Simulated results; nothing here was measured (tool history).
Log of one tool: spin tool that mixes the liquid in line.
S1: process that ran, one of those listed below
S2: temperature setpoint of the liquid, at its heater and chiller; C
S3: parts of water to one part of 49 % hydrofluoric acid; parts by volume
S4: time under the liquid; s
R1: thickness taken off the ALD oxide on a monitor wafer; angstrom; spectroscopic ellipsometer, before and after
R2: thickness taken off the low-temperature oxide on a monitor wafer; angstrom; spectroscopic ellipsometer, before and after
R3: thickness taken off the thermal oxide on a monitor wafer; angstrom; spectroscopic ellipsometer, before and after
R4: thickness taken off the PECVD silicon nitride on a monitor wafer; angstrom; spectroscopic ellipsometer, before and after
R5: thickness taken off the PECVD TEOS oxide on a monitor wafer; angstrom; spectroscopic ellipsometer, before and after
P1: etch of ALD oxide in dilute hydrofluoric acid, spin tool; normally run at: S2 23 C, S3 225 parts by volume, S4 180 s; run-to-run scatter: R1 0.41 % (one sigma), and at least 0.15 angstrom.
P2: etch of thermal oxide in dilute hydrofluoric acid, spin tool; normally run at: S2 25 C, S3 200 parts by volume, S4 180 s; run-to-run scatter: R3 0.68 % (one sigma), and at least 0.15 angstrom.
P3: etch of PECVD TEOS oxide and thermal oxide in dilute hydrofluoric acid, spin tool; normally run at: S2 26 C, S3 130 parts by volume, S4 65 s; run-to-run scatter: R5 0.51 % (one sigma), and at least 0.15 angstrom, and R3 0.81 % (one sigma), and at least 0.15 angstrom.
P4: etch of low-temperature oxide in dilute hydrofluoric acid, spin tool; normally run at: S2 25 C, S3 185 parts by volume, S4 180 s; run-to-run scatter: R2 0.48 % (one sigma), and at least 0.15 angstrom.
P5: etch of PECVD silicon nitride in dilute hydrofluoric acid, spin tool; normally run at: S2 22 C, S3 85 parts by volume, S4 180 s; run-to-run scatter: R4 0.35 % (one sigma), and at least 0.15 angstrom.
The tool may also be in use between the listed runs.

Run 1, hour 11.6: S1 P1, S2 23 C, S3 225 parts by volume, S4 180 s. Result: R1 117.86 angstrom.
Run 2, hour 18.1: S1 P1, S2 27.5 C, S3 385 parts by volume, S4 180 s. Result: R1 68.807 angstrom.
Run 3, hour 26: S1 P1, S2 19.5 C, S3 225 parts by volume, S4 180 s. Result: R1 103.8 angstrom.
Run 4, hour 33.6: S1 P1, S2 23 C, S3 225 parts by volume, S4 180 s. Result: R1 117.49 angstrom.
Run 5, hour 39.6: S1 P4, S2 25 C, S3 185 parts by volume, S4 180 s. Result: R2 102.03 angstrom.
Run 6, hour 50.5: S1 P1, S2 23 C, S3 60 parts by volume, S4 180 s. Result: R1 537.66 angstrom.
Run 7, hour 57.7: S1 P2, S2 25 C, S3 65 parts by volume, S4 180 s. Result: R3 136.71 angstrom.
Run 8, hour 67.6: S1 P4, S2 25 C, S3 95 parts by volume, S4 180 s. Result: R2 221.22 angstrom.
Run 9, hour 75.3: S1 P5, S2 22 C, S3 85 parts by volume, S4 180 s. Result: R4 62.663 angstrom.
Run 10, hour 88.3: S1 P2, S2 25 C, S3 200 parts by volume, S4 180 s. Result: R3 37.574 angstrom.
Run 11, hour 101.5: S1 P3, S2 19.5 C, S3 130 parts by volume, S4 65 s. Result: R3 20.555 angstrom, R5 40.363 angstrom.
Run 12, hour 110.2: S1 P4, S2 25 C, S3 185 parts by volume, S4 180 s. Result: R2 102.5 angstrom.
Run 13, hour 116.5: S1 P1, S2 23 C, S3 225 parts by volume, S4 180 s. Result: R1 118.04 angstrom.
Run 14, hour 127.4: S1 P1, S2 28.5 C, S3 225 parts by volume, S4 325 s. Result: R1 258.44 angstrom.
Run 15, hour 134.5: S1 P2, S2 32 C, S3 200 parts by volume, S4 180 s. Result: R3 48.144 angstrom.
Run 16, hour 145.5: S1 P4, S2 33 C, S3 185 parts by volume, S4 180 s. Result: R2 134.95 angstrom.
Run 17, hour 153.2: S1 P5, S2 22 C, S3 85 parts by volume, S4 270 s. Result: R4 93.603 angstrom.
Run 18, hour 161.5: S1 P5, S2 22 C, S3 85 parts by volume, S4 180 s. Result: R4 62.477 angstrom.
Run 19, hour 168: S1 P1, S2 23 C, S3 225 parts by volume, S4 180 s. Result: R1 117.43 angstrom.
Run 20, hour 175.1: S1 P1, S2 23 C, S3 225 parts by volume, S4 315 s. Result: R1 207.04 angstrom.
Run 21, hour 183.1: S1 P1, S2 23 C, S3 310 parts by volume, S4 180 s. Result: R1 78.049 angstrom.
Run 22, hour 189.3: S1 P2, S2 25 C, S3 200 parts by volume, S4 270 s. Result: R3 55.999 angstrom.
Run 23, hour 199.6: S1 P1, S2 23 C, S3 225 parts by volume, S4 180 s. Result: R1 117.91 angstrom.
Run 24, hour 205.5: S1 P4, S2 25 C, S3 185 parts by volume, S4 35 s. Result: R2 19.796 angstrom.
Run 25, hour 219.1: S1 P3, S2 26 C, S3 130 parts by volume, S4 65 s. Result: R3 25.765 angstrom, R5 51.783 angstrom.
Run 26, hour 225.6: S1 P1, S2 27 C, S3 225 parts by volume, S4 180 s. Result: R1 136.13 angstrom.
Run 27, hour 237.6: S1 P5, S2 22 C, S3 20 parts by volume, S4 180 s. Result: R4 255.79 angstrom.
Run 28, hour 249: S1 P3, S2 26 C, S3 130 parts by volume, S4 15 s. Result: R3 6.0624 angstrom, R5 12.18 angstrom.
Run 29, hour 259: S1 P3, S2 26 C, S3 210 parts by volume, S4 65 s. Result: R3 14.686 angstrom, R5 28.998 angstrom.
Run 30, hour 271.5: S1 P1, S2 23 C, S3 225 parts by volume, S4 15 s. Result: R1 9.7226 angstrom.
Run 31, hour 284.4: S1 P1, S2 23 C, S3 225 parts by volume, S4 180 s. Result: R1 116.71 angstrom.
Run 32, hour 293.5: S1 P5, S2 17 C, S3 85 parts by volume, S4 180 s. Result: R4 44.769 angstrom.
Run 33, hour 304.7: S1 P1, S2 23 C, S3 225 parts by volume, S4 180 s. Result: R1 117.59 angstrom.
Run 34, hour 311.8: S1 P1, S2 23 C, S3 225 parts by volume, S4 180 s. Result: R1 115.67 angstrom.
Run 35, hour 322.2: S1 P1, S2 23 C, S3 225 parts by volume, S4 180 s. Result: R1 113.17 angstrom.
Run 36, hour 329.4: S1 P1, S2 23 C, S3 225 parts by volume, S4 180 s. Result: R1 111.5 angstrom.
Run 37, hour 336.8: S1 P1, S2 23 C, S3 225 parts by volume, S4 180 s. Result: R1 110.63 angstrom.
Run 38, hour 346.4: S1 P1, S2 23 C, S3 225 parts by volume, S4 180 s. Result: R1 109.94 angstrom.
Run 39, hour 357.3: S1 P1, S2 23 C, S3 225 parts by volume, S4 180 s. Result: R1 109.22 angstrom.
Run 40, hour 366.7: S1 P1, S2 23 C, S3 225 parts by volume, S4 180 s. Result: R1 108.92 angstrom.
Run 41, hour 378: S1 P1, S2 23 C, S3 225 parts by volume, S4 180 s. Result: R1 107.89 angstrom.
Run 42, hour 387.9: S1 P1, S2 23 C, S3 225 parts by volume, S4 180 s. Result: R1 108.45 angstrom.
Run 43, hour 399.6: S1 P1, S2 23 C, S3 225 parts by volume, S4 180 s. Result: R1 108.17 angstrom.
Run 44, hour 408.9: S1 P1, S2 23 C, S3 225 parts by volume, S4 180 s. Result: R1 107.96 angstrom.

What P1 gives has crept away from where it was. These 2 causes fit the log equally well, each at the size given:
A: liquid colder than its thermometer reads (K) = 2.31
B: hydrofluoric acid flow below the setpoint (%) = 6.71
The creep began at about hour 304.7.

4 check runs are offered, one wafer each, their results left as question marks. Which one tells the causes apart?
Run check 1, hour 418.2: S1 P5, S2 22 C, S3 85 parts by volume, S4 180 s. Result: R4 ?.
Run check 2, hour 418.2: S1 P4, S2 25 C, S3 185 parts by volume, S4 180 s. Result: R2 ?.
Run check 3, hour 418.2: S1 P2, S2 25 C, S3 200 parts by volume, S4 180 s. Result: R3 ?.
Run check 4, hour 418.2: S1 P3, S2 26 C, S3 130 parts by volume, S4 65 s. Result: R3 ?, R5 ?.

What each check would give under each cause:
  check  result    if A    if B
check 1      R4  53.577  58.567
check 2      R2   93.71  93.908
check 3      R3  34.648   34.66
check 4      R3  23.858  24.048
check 4      R5  47.209  47.586
How far apart the two closest causes lie, in the result that separates them most: check 1 8.9 %; check 2 0.21 %; check 3 0.03 %; check 4 0.79 %
Only check 1 tells the causes apart: in the others they would give nearly the same result.

Check 1 was then run and gave: R4 53.691 angstrom. Which cause is it?

It is A: liquid colder than its thermometer reads (K).

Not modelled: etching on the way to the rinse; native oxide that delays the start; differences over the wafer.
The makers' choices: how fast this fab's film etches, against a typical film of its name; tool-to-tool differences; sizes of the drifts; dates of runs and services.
